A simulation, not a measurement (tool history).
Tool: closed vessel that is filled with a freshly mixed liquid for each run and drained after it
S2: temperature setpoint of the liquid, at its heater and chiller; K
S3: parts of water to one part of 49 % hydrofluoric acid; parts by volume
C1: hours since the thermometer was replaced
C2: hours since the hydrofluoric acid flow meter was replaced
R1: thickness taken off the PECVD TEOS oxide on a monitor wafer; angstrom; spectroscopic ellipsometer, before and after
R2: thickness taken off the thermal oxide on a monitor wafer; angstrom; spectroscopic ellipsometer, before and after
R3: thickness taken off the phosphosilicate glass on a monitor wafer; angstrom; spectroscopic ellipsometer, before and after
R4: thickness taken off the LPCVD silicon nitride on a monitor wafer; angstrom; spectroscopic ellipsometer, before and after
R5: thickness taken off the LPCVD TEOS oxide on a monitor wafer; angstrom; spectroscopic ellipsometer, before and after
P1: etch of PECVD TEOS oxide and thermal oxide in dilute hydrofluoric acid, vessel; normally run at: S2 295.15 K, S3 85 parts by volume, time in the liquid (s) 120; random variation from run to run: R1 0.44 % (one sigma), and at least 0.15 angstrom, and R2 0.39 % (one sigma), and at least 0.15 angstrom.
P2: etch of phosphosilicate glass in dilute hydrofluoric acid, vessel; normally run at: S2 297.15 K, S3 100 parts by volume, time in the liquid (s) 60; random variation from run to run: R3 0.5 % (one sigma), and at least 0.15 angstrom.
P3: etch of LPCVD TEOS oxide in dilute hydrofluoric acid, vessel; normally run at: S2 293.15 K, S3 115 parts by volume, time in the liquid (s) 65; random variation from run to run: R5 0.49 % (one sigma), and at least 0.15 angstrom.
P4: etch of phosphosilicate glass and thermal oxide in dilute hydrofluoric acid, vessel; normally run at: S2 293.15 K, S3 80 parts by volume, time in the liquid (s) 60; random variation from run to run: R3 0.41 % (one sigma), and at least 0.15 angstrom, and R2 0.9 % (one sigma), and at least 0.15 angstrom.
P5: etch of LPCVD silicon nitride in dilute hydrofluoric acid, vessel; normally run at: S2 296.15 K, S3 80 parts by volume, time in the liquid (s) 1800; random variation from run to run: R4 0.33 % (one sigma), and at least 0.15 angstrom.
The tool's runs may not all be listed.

Run 1, day 0.138: process that ran P1, S2 295.15 K, S3 85 parts by volume, time in the liquid (s) 120; C1 839.5; C2 604.3. Result: R1 207.260 angstrom, R2 65.356 angstrom.
Run 2, day 0.338: process that ran P1, S2 295.15 K, S3 85 parts by volume, time in the liquid (s) 120; C1 844.3; C2 609.1. Result: R1 208.330 angstrom, R2 65.417 angstrom.
Run 3, day 0.433: process that ran P1, S2 295.15 K, S3 85 parts by volume, time in the liquid (s) 120; C1 846.6; C2 611.4. Result: R1 205.200 angstrom, R2 65.663 angstrom.
Run 4, day 0.571: process that ran P2, S2 302.15 K, S3 100 parts by volume, time in the liquid (s) 60; C1 849.9; C2 614.7. Result: R3 638.52 angstrom.
Run 5, day 0.679: process that ran P5, S2 302.15 K, S3 80 parts by volume, time in the liquid (s) 1800; C1 852.5; C2 617.3. Result: R4 183.52 angstrom.
At day 0.796: thermometer replaced.
Run 6, day 0.867: process that ran P3, S2 293.15 K, S3 115 parts by volume, time in the liquid (s) 65; C1 1.7; C2 621.8. Result: R5 159.71 angstrom.
Run 7, day 1.067: process that ran P1, S2 303.15 K, S3 85 parts by volume, time in the liquid (s) 120; C1 6.5; C2 626.6. Result: R1 282.590 angstrom, R2 89.758 angstrom.
Run 8, day 1.229: process that ran P1, S2 295.15 K, S3 130 parts by volume, time in the liquid (s) 120; C1 10.4; C2 630.5. Result: R1 127.930 angstrom, R2 40.501 angstrom.
Run 9, day 1.321: process that ran P1, S2 295.15 K, S3 85 parts by volume, time in the liquid (s) 120; C1 12.6; C2 632.7. Result: R1 208.570 angstrom, R2 65.188 angstrom.
Run 10, day 1.433: process that ran P1, S2 295.15 K, S3 85 parts by volume, time in the liquid (s) 120; C1 15.3; C2 635.4. Result: R1 207.060 angstrom, R2 65.902 angstrom.
Run 11, day 1.650: process that ran P2, S2 297.15 K, S3 100 parts by volume, time in the liquid (s) 30; C1 20.5; C2 640.6. Result: R3 260.24 angstrom.
Run 12, day 1.792: process that ran P2, S2 297.15 K, S3 100 parts by volume, time in the liquid (s) 60; C1 23.9; C2 644.0. Result: R3 524.68 angstrom.
Run 13, day 1.954: process that ran P5, S2 296.15 K, S3 80 parts by volume, time in the liquid (s) 510; C1 27.8; C2 647.9. Result: R4 34.66 angstrom.
Run 14, day 2.117: process that ran P1, S2 295.15 K, S3 55 parts by volume, time in the liquid (s) 120; C1 31.7; C2 651.8. Result: R1 328.730 angstrom, R2 105.080 angstrom.
Run 15, day 2.296: process that ran P5, S2 296.15 K, S3 80 parts by volume, time in the liquid (s) 1800; C1 36.0; C2 656.1. Result: R4 123.49 angstrom.
Run 16, day 2.429: process that ran P1, S2 295.15 K, S3 85 parts by volume, time in the liquid (s) 225; C1 39.2; C2 659.3. Result: R1 390.700 angstrom, R2 122.210 angstrom.
Run 17, day 2.542: process that ran P1, S2 295.15 K, S3 85 parts by volume, time in the liquid (s) 120; C1 41.9; C2 662.0. Result: R1 207.030 angstrom, R2 65.543 angstrom.
Run 18, day 2.675: process that ran P5, S2 296.15 K, S3 80 parts by volume, time in the liquid (s) 1800; C1 45.1; C2 665.2. Result: R4 124.30 angstrom.
Run 19, day 2.888: process that ran P4, S2 293.15 K, S3 80 parts by volume, time in the liquid (s) 30; C1 50.2; C2 670.3. Result: R2 15.751 angstrom, R3 458.80 angstrom.
Run 20, day 2.996: process that ran P2, S2 297.15 K, S3 35 parts by volume, time in the liquid (s) 60; C1 52.8; C2 672.9. Result: R3 1622.30 angstrom.
Run 21, day 3.179: process that ran P4, S2 293.15 K, S3 80 parts by volume, time in the liquid (s) 60; C1 57.2; C2 677.3. Result: R2 30.580 angstrom, R3 914.01 angstrom.
Run 22, day 3.346: process that ran P3, S2 293.15 K, S3 115 parts by volume, time in the liquid (s) 115; C1 61.2; C2 681.3. Result: R5 284.03 angstrom.
Run 23, day 3.521: process that ran P3, S2 297.15 K, S3 115 parts by volume, time in the liquid (s) 65; C1 65.4; C2 685.5. Result: R5 187.19 angstrom.
Run 24, day 3.683: process that ran P1, S2 303.15 K, S3 50 parts by volume, time in the liquid (s) 120; C1 69.3; C2 689.4. Result: R1 507.080 angstrom, R2 160.330 angstrom.
Run 25, day 3.812: process that ran P1, S2 290.15 K, S3 85 parts by volume, time in the liquid (s) 120; C1 72.4; C2 692.5. Result: R1 166.330 angstrom, R2 53.032 angstrom.
Run 26, day 3.971: process that ran P4, S2 293.15 K, S3 20 parts by volume, time in the liquid (s) 60; C1 76.2; C2 696.3. Result: R2 131.580 angstrom, R3 3916.80 angstrom.
Run 27, day 4.096: process that ran P5, S2 296.15 K, S3 115 parts by volume, time in the liquid (s) 1800; C1 79.2; C2 699.3. Result: R4 86.02 angstrom.
Run 28, day 4.267: process that ran P3, S2 293.15 K, S3 70 parts by volume, time in the liquid (s) 65; C1 83.3; C2 703.4. Result: R5 278.26 angstrom.
Run 29, day 4.388: process that ran P1, S2 295.15 K, S3 85 parts by volume, time in the liquid (s) 30; C1 86.2; C2 706.3. Result: R1 51.744 angstrom, R2 16.194 angstrom.
Run 30, day 4.500: process that ran P4, S2 290.15 K, S3 80 parts by volume, time in the liquid (s) 60; C1 88.9; C2 709.0. Result: R2 27.183 angstrom, R3 802.04 angstrom.
Run 31, day 4.683: process that ran P3, S2 293.15 K, S3 115 parts by volume, time in the liquid (s) 65; C1 93.3; C2 713.4. Result: R5 159.88 angstrom.
Run 32, day 4.812: process that ran P1, S2 295.15 K, S3 85 parts by volume, time in the liquid (s) 120; C1 96.4; C2 716.5. Result: R1 206.250 angstrom, R2 65.458 angstrom.
Run 33, day 4.933: process that ran P1, S2 295.15 K, S3 85 parts by volume, time in the liquid (s) 120; C1 99.3; C2 719.4. Result: R1 200.920 angstrom, R2 63.390 angstrom.
Run 34, day 5.067: process that ran P1, S2 295.15 K, S3 85 parts by volume, time in the liquid (s) 120; C1 102.5; C2 722.6. Result: R1 197.890 angstrom, R2 62.436 angstrom.
Run 35, day 5.229: process that ran P1, S2 295.15 K, S3 85 parts by volume, time in the liquid (s) 120; C1 106.4; C2 726.5. Result: R1 194.100 angstrom, R2 61.059 angstrom.
Run 36, day 5.329: process that ran P1, S2 295.15 K, S3 85 parts by volume, time in the liquid (s) 120; C1 108.8; C2 728.9. Result: R1 193.590 angstrom, R2 60.976 angstrom.
Run 37, day 5.425: process that ran P1, S2 295.15 K, S3 85 parts by volume, time in the liquid (s) 120; C1 111.1; C2 731.2. Result: R1 193.500 angstrom, R2 61.531 angstrom.
Run 38, day 5.567: process that ran P1, S2 295.15 K, S3 85 parts by volume, time in the liquid (s) 120; C1 114.5; C2 734.6. Result: R1 192.580 angstrom, R2 60.897 angstrom.
Run 39, day 5.762: process that ran P1, S2 295.15 K, S3 85 parts by volume, time in the liquid (s) 120; C1 119.2; C2 739.3. Result: R1 192.960 angstrom, R2 60.787 angstrom.
Run 40, day 5.925: process that ran P1, S2 295.15 K, S3 85 parts by volume, time in the liquid (s) 120; C1 123.1; C2 743.2. Result: R1 190.300 angstrom, R2 60.682 angstrom.

What P1 gives has crept away from where it was. These 2 causes fit the log equally well, each at the size given:
A: hydrofluoric acid flow below the setpoint (%) = 6.64
B: liquid colder than its thermometer reads (K) = 1.85
The creep began at about day 4.812.

4 check runs are offered, one wafer each, their results left as question marks. Which one tells the causes apart?
Run check 1, day 6.088: process that ran P4, S2 293.15 K, S3 80 parts by volume, time in the liquid (s) 60. Result: R2 ?, R3 ?.
Run check 2, day 6.088: process that ran P5, S2 296.15 K, S3 80 parts by volume, time in the liquid (s) 1800. Result: R4 ?.
Run check 3, day 6.088: process that ran P3, S2 293.15 K, S3 115 parts by volume, time in the liquid (s) 65. Result: R5 ?.
Run check 4, day 6.088: process that ran P2, S2 297.15 K, S3 100 parts by volume, time in the liquid (s) 60. Result: R3 ?.

What each check would give under each cause:
  check  result    if A    if B
check 1      R2  28.604  28.536
check 1      R3  846.79  844.79
check 2      R4  115.69  109.25
check 3      R5  148.03  148.28
check 4      R3  486.05  487.74
How far apart the two closest causes lie, in the result that separates them most: check 1 0.24 %; check 2 5.73 %; check 3 0.17 %; check 4 0.35 %
Only check 2 tells the causes apart: in the others they would give nearly the same result.

Then check 2 was run and gave: R4 115.69 angstrom. Which cause is it?

It is A: hydrofluoric acid flow below the setpoint (%).
